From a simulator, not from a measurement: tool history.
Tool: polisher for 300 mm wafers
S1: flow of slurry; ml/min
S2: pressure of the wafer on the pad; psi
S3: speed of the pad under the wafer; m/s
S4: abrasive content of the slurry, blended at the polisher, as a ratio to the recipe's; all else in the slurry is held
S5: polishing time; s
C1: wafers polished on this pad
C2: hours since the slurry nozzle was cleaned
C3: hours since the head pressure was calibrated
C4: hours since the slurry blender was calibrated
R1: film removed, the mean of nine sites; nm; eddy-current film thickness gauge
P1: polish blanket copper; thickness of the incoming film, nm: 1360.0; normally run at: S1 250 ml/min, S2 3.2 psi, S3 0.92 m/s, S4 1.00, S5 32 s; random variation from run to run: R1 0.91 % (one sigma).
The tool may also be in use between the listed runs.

run  hour   S1   S2    S3    S4  S5    C1     C2     C3     C4       R1
  1   3.1  250  3.2  0.92  1.00  32   318  505.3  321.4  131.8   87.535
  2   7.0  250  3.2  0.92  1.00  32   388  509.2  325.3  135.7   88.290
  3  11.5  250  3.2  0.92  1.00  32   469  513.7  329.8  140.2   87.146
  4  15.6  250  3.2  0.92  1.45  32   544  517.8  333.9  144.3   93.357
     16.4  -- slurry nozzle cleaned
  5  20.1  250  3.2  0.92  1.00  32   625    3.8  338.4  148.8   86.271
  6  24.1  150  3.2  0.92  1.00  32   697    7.8  342.4  152.8   81.768
  7  26.9  250  3.2  0.92  1.00  23   748   10.6  345.2  155.6   61.648
  8  30.3  250  4.9  0.92  1.00  32   809   14.0  348.6  159.0  134.990
  9  34.9  250  3.2  1.42  1.00  32   893   18.6  353.2  163.6  133.870
 10  37.2  250  3.2  0.50  1.00  32   934   20.9  355.5  165.9   47.280
 11  39.7  250  2.2  0.92  0.80  32   980   23.4  358.0  168.4   57.531
 12  43.1  250  1.6  0.92  1.00  32  1041   26.8  361.4  171.8   43.757

Forecast run 13:
 13  47.2  250  3.2  0.92  0.55  32  1115  30.9  365.5  175.9   ?

{"run 13": {"R1": 77.144}}
